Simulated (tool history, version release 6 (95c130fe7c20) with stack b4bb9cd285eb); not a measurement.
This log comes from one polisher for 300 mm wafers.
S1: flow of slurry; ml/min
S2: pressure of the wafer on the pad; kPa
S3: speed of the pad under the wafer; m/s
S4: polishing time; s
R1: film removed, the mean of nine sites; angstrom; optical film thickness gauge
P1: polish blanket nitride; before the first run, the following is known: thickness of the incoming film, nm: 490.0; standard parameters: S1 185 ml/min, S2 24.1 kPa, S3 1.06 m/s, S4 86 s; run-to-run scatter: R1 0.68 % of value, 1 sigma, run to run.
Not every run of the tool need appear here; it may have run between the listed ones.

| run | hour | S1 | S2 | S3 | S4 | R1 |
|---|---|---|---|---|---|---|
| 1 | 8.0 | 185 | 24.1 | 1.06 | 86 | 1376.00 |
| 2 | 14.9 | 185 | 24.1 | 1.06 | 129 | 2071.30 |
| 3 | 23.0 | 185 | 24.1 | 1.06 | 86 | 1378.40 |
| 4 | 31.4 | 240 | 24.1 | 1.06 | 47 | 772.66 |
| 5 | 35.5 | 185 | 24.1 | 1.06 | 86 | 1383.00 |
| 6 | 44.4 | 185 | 24.1 | 1.34 | 86 | 1686.30 |
| 7 | 50.4 | 260 | 24.1 | 1.06 | 86 | 1455.00 |
| 8 | 55.5 | 185 | 24.1 | 1.06 | 86 | 1383.50 |
| 9 | 64.0 | 185 | 37.2 | 1.06 | 86 | 2146.20 |
| 10 | 68.7 | 185 | 24.1 | 0.48 | 86 | 738.16 |
| 11 | 75.2 | 185 | 15.2 | 1.06 | 86 | 872.65 |
| 12 | 82.8 | 110 | 24.1 | 1.06 | 86 | 1257.20 |
| 13 | 89.2 | 185 | 24.1 | 1.06 | 86 | 1393.80 |
|  | 92.5 | slurry nozzle cleaned |
| 14 | 94.9 | 185 | 24.1 | 1.06 | 86 | 1395.80 |
| 15 | 103.0 | 110 | 17.2 | 1.06 | 86 | 902.39 |
| 16 | 107.8 | 185 | 24.1 | 1.06 | 41 | 666.42 |
| 17 | 115.6 | 185 | 24.1 | 1.06 | 86 | 1390.30 |
| 18 | 122.5 | 185 | 24.1 | 1.06 | 86 | 1359.40 |
| 19 | 126.5 | 185 | 24.1 | 1.06 | 86 | 1347.60 |
| 20 | 133.3 | 185 | 24.1 | 1.06 | 86 | 1304.70 |
| 21 | 140.9 | 185 | 24.1 | 1.06 | 86 | 1293.20 |
|  | 144.5 | head pressure recalibrated |
| 22 | 149.0 | 185 | 24.1 | 1.06 | 86 | 1280.70 |
| 23 | 157.3 | 185 | 24.1 | 1.06 | 86 | 1296.70 |
| 24 | 165.2 | 185 | 24.1 | 1.06 | 86 | 1282.20 |

The log shows P1 creeping away from where it was. Any of the 2 causes listed here, at the size stated for it, fits the log just as well as the others:
A: slurry flow missing at the pad, % = 37.6
B: removal rate lost through wear of the pad, % = 8.09
The creep began at about hour 115.6.
What rules out each remaining cause:
head's pressure below its setpoint, %: serviced at hour 144.5, which brought nothing back

The 4 check runs listed below each average the results of 3 wafers, and their outcomes are marked with question marks. Under which run would the listed causes produce clearly different results?
| check 1 | 173.1 | 185 | 35.2 | 1.06 | 51 | ? |
| check 2 | 173.1 | 185 | 31.0 | 1.06 | 63 | ? |
| check 3 | 173.1 | 185 | 15.9 | 1.06 | 86 | ? |
| check 4 | 173.1 | 130 | 24.1 | 1.06 | 86 | ? |

Check results expected under each cause:
| check | result | if A | if B |
|---|---|---|---|
| check 1 | R1 | 1102.90 | 1102.70 |
| check 2 | R1 | 1202.10 | 1201.90 |
| check 3 | R1 | 838.70 | 838.56 |
| check 4 | R1 | 1165.30 | 1202.40 |
Per-check spread between the two closest causes, in the result where they differ most: check 1 0.02 %; check 2 0.02 %; check 3 0.02 %; check 4 3.14 %
Check 4 tells the causes apart: in the others they would give nearly the same result.

Then check 4 was run and gave: R1 1157.50 angstrom. Which cause is it?

Of the candidate causes, it is A: slurry flow missing at the pad, %.
